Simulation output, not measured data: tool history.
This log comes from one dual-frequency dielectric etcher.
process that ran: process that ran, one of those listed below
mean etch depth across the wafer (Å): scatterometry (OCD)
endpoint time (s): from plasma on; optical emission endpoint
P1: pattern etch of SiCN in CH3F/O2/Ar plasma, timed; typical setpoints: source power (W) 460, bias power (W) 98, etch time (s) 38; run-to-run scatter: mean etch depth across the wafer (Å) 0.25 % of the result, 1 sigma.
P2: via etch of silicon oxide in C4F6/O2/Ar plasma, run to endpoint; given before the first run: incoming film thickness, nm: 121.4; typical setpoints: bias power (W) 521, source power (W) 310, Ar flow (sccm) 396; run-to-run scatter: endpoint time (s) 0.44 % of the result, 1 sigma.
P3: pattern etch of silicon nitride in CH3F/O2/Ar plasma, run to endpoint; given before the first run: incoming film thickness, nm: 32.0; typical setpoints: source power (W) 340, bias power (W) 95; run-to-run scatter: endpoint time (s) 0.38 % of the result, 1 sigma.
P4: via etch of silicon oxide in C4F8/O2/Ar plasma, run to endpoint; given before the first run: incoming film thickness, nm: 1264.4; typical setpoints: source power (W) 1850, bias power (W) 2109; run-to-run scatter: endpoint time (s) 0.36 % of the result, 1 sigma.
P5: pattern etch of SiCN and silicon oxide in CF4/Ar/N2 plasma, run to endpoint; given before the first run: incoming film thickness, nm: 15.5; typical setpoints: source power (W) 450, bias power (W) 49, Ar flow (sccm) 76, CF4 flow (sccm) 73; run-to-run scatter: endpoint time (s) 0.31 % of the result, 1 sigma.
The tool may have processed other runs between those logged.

run,hour,process that ran,source power (W),bias power (W),etch time (s),Ar flow (sccm),CF4 flow (sccm),hours since the last wet clean,hours since the last source power generator calibration,hours since the last bias power generator calibration,mean etch depth across the wafer (Å),endpoint time (s)
1,3.4,P1,460,98,38,,,303.7,1097.5,374.6,170.41,
2,6.8,P1,460,98,38,,,307.1,1100.9,378,169.43,
3,10.4,P1,460,98,26,,,310.7,1104.5,381.6,116.25,
4,13.8,P3,410,95,,,,314.1,1107.9,385,,41.526
5,18,P1,460,98,38,,,318.3,1112.1,389.2,170.1,
6,20.2,P1,460,98,38,,,320.5,1114.3,391.4,171.29,
7,24.8,P2,220,521,,396,,325.1,1118.9,396,,33.078
8,27.1,P4,1850,2109,,,,327.4,1121.2,398.3,,245.61
9,30.7,P1,330,118,38,,,331,1124.8,401.9,161.69,
10,34.3,P2,310,521,,321,,334.6,1128.4,405.5,,28.887
11,38.2,P1,460,98,38,,,338.5,1132.3,409.4,170.77,
12,41.7,P2,310,410,,396,,342,1135.8,412.9,,32.009
13,46,P1,610,98,38,,,346.3,1140.1,417.2,188.45,
14,50.2,P4,1850,2770,,,,350.5,1144.3,421.4,,226.63
15,54.3,P1,460,138,38,,,354.6,1148.4,425.5,194.88,
16,57.1,P5,450,49,,76,73,357.4,1151.2,428.3,,19.539
17,59.4,P3,340,95,,,,359.7,1153.5,430.6,,44.591
18,61.6,P5,450,49,,76,101,361.9,1155.7,432.8,,18.627
19,65.6,P5,560,49,,76,73,365.9,1159.7,436.8,,16.071
20,70.1,P1,290,98,38,,,370.4,1164.2,441.3,143.69,
21,73.8,P4,2460,2109,,,,374.1,1167.9,445,,220.38
22,77.3,P1,460,98,56,,,377.6,1171.4,448.5,251.7,
23,81.7,P3,340,68,,,,382,1175.8,452.9,,50.154
24,83.9,P1,460,72,38,,,384.2,1178,455.1,152.62,
25,88.5,P5,450,49,,104,73,388.8,1182.6,459.7,,20.492

What does the tool deliver on the next run?
26,91.8,P1,570,123,38,,,392.1,1185.9,463,?,

mean etch depth across the wafer (Å): 200.45

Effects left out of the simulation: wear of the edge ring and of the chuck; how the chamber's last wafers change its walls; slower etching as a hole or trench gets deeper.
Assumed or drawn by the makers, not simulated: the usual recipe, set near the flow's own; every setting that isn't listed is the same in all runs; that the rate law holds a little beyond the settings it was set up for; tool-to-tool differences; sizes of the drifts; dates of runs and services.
